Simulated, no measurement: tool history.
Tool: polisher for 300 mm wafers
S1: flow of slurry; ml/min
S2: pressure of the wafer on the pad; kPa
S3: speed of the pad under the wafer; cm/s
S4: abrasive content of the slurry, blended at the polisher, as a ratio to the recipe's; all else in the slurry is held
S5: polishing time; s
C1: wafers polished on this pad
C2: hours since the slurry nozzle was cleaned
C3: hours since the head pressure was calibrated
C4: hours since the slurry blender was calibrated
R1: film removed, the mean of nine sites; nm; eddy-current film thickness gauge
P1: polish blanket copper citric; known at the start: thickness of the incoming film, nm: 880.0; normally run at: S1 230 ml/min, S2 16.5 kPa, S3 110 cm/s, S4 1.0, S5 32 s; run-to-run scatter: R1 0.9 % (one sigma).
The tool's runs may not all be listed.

| run | day | S1 | S2 | S3 | S4 | S5 | C1 | C2 | C3 | C4 | R1 |
|---|---|---|---|---|---|---|---|---|---|---|---|
| 1 | 0.358 | 230 | 16.5 | 110 | 1.0 | 32 | 322 | 55.9 | 609.1 | 106.6 | 54.307 |
| 2 | 0.617 | 230 | 16.5 | 172 | 1.0 | 32 | 405 | 62.1 | 615.3 | 112.8 | 84.014 |
| 3 | 0.950 | 230 | 16.5 | 110 | 1.0 | 20 | 513 | 70.1 | 623.3 | 120.8 | 33.794 |
| 4 | 1.204 | 230 | 16.5 | 110 | 1.0 | 32 | 595 | 76.2 | 629.4 | 126.9 | 53.991 |
| 5 | 1.425 | 230 | 16.5 | 110 | 1.0 | 42 | 666 | 81.5 | 634.7 | 132.2 | 70.865 |
|  | 1.429 | slurry nozzle cleaned |
| 6 | 1.850 | 340 | 16.5 | 110 | 1.0 | 32 | 804 | 10.2 | 644.9 | 142.4 | 56.051 |
| 7 | 2.146 | 230 | 16.5 | 58 | 1.0 | 32 | 899 | 17.3 | 652.0 | 149.5 | 29.521 |
| 8 | 2.417 | 230 | 16.5 | 110 | 1.0 | 32 | 987 | 23.8 | 658.5 | 156.0 | 53.933 |
| 9 | 2.671 | 230 | 16.5 | 110 | 1.0 | 32 | 1069 | 29.9 | 664.6 | 162.1 | 54.344 |
| 10 | 2.933 | 230 | 9.0 | 110 | 1.0 | 32 | 1154 | 36.2 | 670.9 | 168.4 | 30.236 |
| 11 | 3.179 | 140 | 16.5 | 110 | 1.0 | 32 | 1234 | 42.1 | 676.8 | 174.3 | 50.160 |
| 12 | 3.567 | 230 | 16.5 | 110 | 1.0 | 32 | 1359 | 51.4 | 686.1 | 183.6 | 53.967 |
|  | 3.762 | slurry blender recalibrated |
| 13 | 3.796 | 230 | 16.5 | 146 | 0.8 | 32 | 1433 | 56.9 | 691.6 | 0.9 | 68.145 |
| 14 | 4.042 | 230 | 16.5 | 110 | 0.5 | 32 | 1512 | 62.8 | 697.5 | 6.8 | 47.057 |
| 15 | 4.362 | 230 | 16.5 | 110 | 1.0 | 32 | 1616 | 70.5 | 705.2 | 14.5 | 54.271 |
| 16 | 4.604 | 140 | 16.5 | 110 | 1.0 | 16 | 1694 | 76.3 | 711.0 | 20.3 | 25.129 |
| 17 | 4.804 | 230 | 16.5 | 110 | 1.0 | 32 | 1759 | 81.1 | 715.8 | 25.1 | 54.101 |
| 18 | 5.171 | 230 | 16.5 | 110 | 1.3 | 32 | 1878 | 89.9 | 724.6 | 33.9 | 57.104 |
| 19 | 5.408 | 230 | 22.1 | 110 | 1.0 | 32 | 1954 | 95.6 | 730.3 | 39.6 | 72.176 |
| 20 | 5.696 | 230 | 16.5 | 110 | 1.0 | 32 | 2047 | 102.5 | 737.2 | 46.5 | 53.875 |
| 21 | 6.038 | 230 | 16.5 | 110 | 1.0 | 32 | 2158 | 110.7 | 745.4 | 54.7 | 52.892 |
| 22 | 6.346 | 230 | 16.5 | 110 | 1.0 | 32 | 2257 | 118.1 | 752.8 | 62.1 | 52.062 |
| 23 | 6.671 | 230 | 16.5 | 110 | 1.0 | 32 | 2363 | 125.9 | 760.6 | 69.9 | 51.634 |
|  | 6.838 | worn pad replaced by a new one |
| 24 | 7.088 | 230 | 16.5 | 110 | 1.0 | 32 | 81 | 135.9 | 770.6 | 79.9 | 51.062 |
|  | 7.321 | slurry blender recalibrated |
| 25 | 7.442 | 230 | 16.5 | 110 | 1.0 | 32 | 196 | 144.4 | 779.1 | 3.0 | 51.274 |
| 26 | 7.871 | 230 | 16.5 | 110 | 1.0 | 32 | 335 | 154.7 | 789.4 | 13.3 | 51.350 |
| 27 | 8.296 | 230 | 16.5 | 110 | 1.0 | 32 | 472 | 164.9 | 799.6 | 23.5 | 50.916 |

What P1 gives has crept away from where it was. These 2 causes fit the log equally well, each at the size given:
A: head's pressure below its setpoint, % = 6.29
B: slurry flow missing at the pad, % = 35.6
The creep began at about day 5.696.
Why every other cause is out:
removal rate lost through wear of the pad, %: serviced at day 6.838, which brought nothing back
abrasive missing from the slurry, %: serviced at day 7.321, which brought nothing back

4 check runs are offered, each on 5 wafers whose results are averaged, their results left as question marks. Which one tells the causes apart?
| check 1 | 8.721 | 230 | 16.5 | 154 | 1.25 | 32 |  |  |  |  | ? |
| check 2 | 8.721 | 230 | 16.5 | 84 | 1.30 | 32 |  |  |  |  | ? |
| check 3 | 8.721 | 140 | 16.5 | 110 | 1.00 | 32 |  |  |  |  | ? |
| check 4 | 8.721 | 230 | 16.5 | 110 | 1.30 | 25 |  |  |  |  | ? |

What each check would give under each cause:
| check | result | if A | if B |
|---|---|---|---|
| check 1 | R1 | 74.020 | 74.065 |
| check 2 | R1 | 41.435 | 41.416 |
| check 3 | R1 | 47.210 | 45.535 |
| check 4 | R1 | 42.013 | 42.017 |
How far apart the two closest causes lie, in the result that separates them most: check 1 0.06 %; check 2 0.04 %; check 3 3.61 %; check 4 0.01 %
Only check 3 tells the causes apart: in the others they would give nearly the same result.

Then check 3 was run and gave: R1 47.412 nm. Which cause is it?

It is A: head's pressure below its setpoint, %.
